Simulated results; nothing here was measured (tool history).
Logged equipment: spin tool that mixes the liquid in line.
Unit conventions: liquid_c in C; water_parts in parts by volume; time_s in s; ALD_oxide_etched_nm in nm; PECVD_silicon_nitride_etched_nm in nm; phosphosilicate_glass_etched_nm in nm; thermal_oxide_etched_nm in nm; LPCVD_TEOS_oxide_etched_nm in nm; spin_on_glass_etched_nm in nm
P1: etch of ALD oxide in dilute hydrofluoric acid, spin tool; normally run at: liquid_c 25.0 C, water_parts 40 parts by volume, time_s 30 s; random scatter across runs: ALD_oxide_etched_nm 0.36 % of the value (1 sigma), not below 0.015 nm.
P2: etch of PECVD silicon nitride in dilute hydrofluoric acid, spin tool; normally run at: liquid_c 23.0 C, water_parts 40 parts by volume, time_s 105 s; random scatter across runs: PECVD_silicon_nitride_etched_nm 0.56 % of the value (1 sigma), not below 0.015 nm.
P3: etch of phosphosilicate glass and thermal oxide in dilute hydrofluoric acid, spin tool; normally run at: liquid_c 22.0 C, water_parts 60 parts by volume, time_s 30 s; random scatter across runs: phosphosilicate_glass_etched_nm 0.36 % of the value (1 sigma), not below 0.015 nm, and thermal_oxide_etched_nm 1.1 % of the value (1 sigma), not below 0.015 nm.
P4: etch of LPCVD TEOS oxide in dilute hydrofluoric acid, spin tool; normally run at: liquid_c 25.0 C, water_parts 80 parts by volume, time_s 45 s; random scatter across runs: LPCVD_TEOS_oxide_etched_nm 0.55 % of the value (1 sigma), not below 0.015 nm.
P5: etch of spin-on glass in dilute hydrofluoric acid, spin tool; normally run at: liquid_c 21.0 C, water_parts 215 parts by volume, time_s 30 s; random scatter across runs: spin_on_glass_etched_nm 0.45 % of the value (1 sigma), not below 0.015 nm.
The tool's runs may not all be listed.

run,day,process,liquid_c,water_parts,time_s,hours since the thermometer was replaced,hours since the hydrofluoric acid flow meter was replaced,ALD_oxide_etched_nm,PECVD_silicon_nitride_etched_nm,phosphosilicate_glass_etched_nm,thermal_oxide_etched_nm,LPCVD_TEOS_oxide_etched_nm,spin_on_glass_etched_nm
1,0.167,P1,25.0,40,30,713.6,1041.1,19.3930,,,,,
2,0.392,P2,23.0,20,105,719.0,1046.5,,9.5517,,,,
3,0.662,P1,17.0,40,30,725.5,1053.0,13.7590,,,,,
4,0.812,P3,25.5,60,30,729.1,1056.6,,,52.131,2.6272,,
5,1.021,P4,19.0,80,45,734.1,1061.6,,,,,7.8738,
6,1.283,P1,25.0,70,30,740.4,1067.9,10.6160,,,,,
7,1.512,P1,19.5,55,30,745.9,1073.4,10.9250,,,,,
8,1.708,P1,25.0,20,30,750.6,1078.1,39.8230,,,,,
9,1.896,P1,33.0,40,30,755.1,1082.6,26.6260,,,,,
10,2.042,P1,25.0,40,55,758.6,1086.1,35.3540,,,,,
11,2.204,P3,22.0,60,30,762.5,1090.0,,,45.306,2.3142,,
12,2.362,P4,25.0,80,45,766.3,1093.8,,,,,9.9853,
13,2.517,P1,25.0,55,50,770.0,1097.5,22.9860,,,,,
14,2.792,P4,25.0,20,45,776.6,1104.1,,,,,43.1670,
# day 2.929: hydrofluoric acid flow meter replaced
15,2.954,P5,21.0,50,30,780.5,0.7,,,,,,29.2290
16,3.142,P2,23.0,40,205,785.0,5.2,,9.5513,,,,
17,3.354,P2,23.0,40,105,790.1,10.3,,4.8091,,,,
18,3.667,P5,21.0,215,30,797.6,17.8,,,,,,5.6755
19,3.808,P1,25.0,40,30,801.0,21.2,19.3820,,,,,
20,4.050,P3,22.0,20,30,806.8,27.0,,,142.810,7.2802,,
21,4.358,P5,21.0,215,30,814.2,34.4,,,,,,5.7899
22,4.604,P5,27.5,215,30,820.1,40.3,,,,,,7.2114
23,4.779,P5,21.0,215,50,824.3,44.5,,,,,,9.5848
24,5.067,P1,25.0,40,15,831.2,51.4,9.7022,,,,,
25,5.350,P4,25.0,80,45,838.0,58.2,,,,,10.0260,
26,5.621,P4,25.0,80,15,844.5,64.7,,,,,3.3246,
27,5.812,P3,22.0,60,15,849.1,69.3,,,22.791,1.1346,,
28,6.021,P1,25.0,40,30,854.1,74.3,19.2040,,,,,
29,6.221,P1,25.0,40,30,858.9,79.1,19.3780,,,,,
30,6.454,P1,25.0,40,30,864.5,84.7,19.3030,,,,,
31,6.758,P1,25.0,40,30,871.8,92.0,19.3410,,,,,
32,6.925,P2,30.5,40,105,875.8,96.0,,7.9777,,,,
33,7.242,P1,25.0,40,30,883.4,103.6,19.4250,,,,,

Run 34 comes next. What will it give?
34,7.433,P1,25.0,40,30,888.0,108.2,?,,,,,

Run 34 gave ALD_oxide_etched_nm 18.4700 nm.
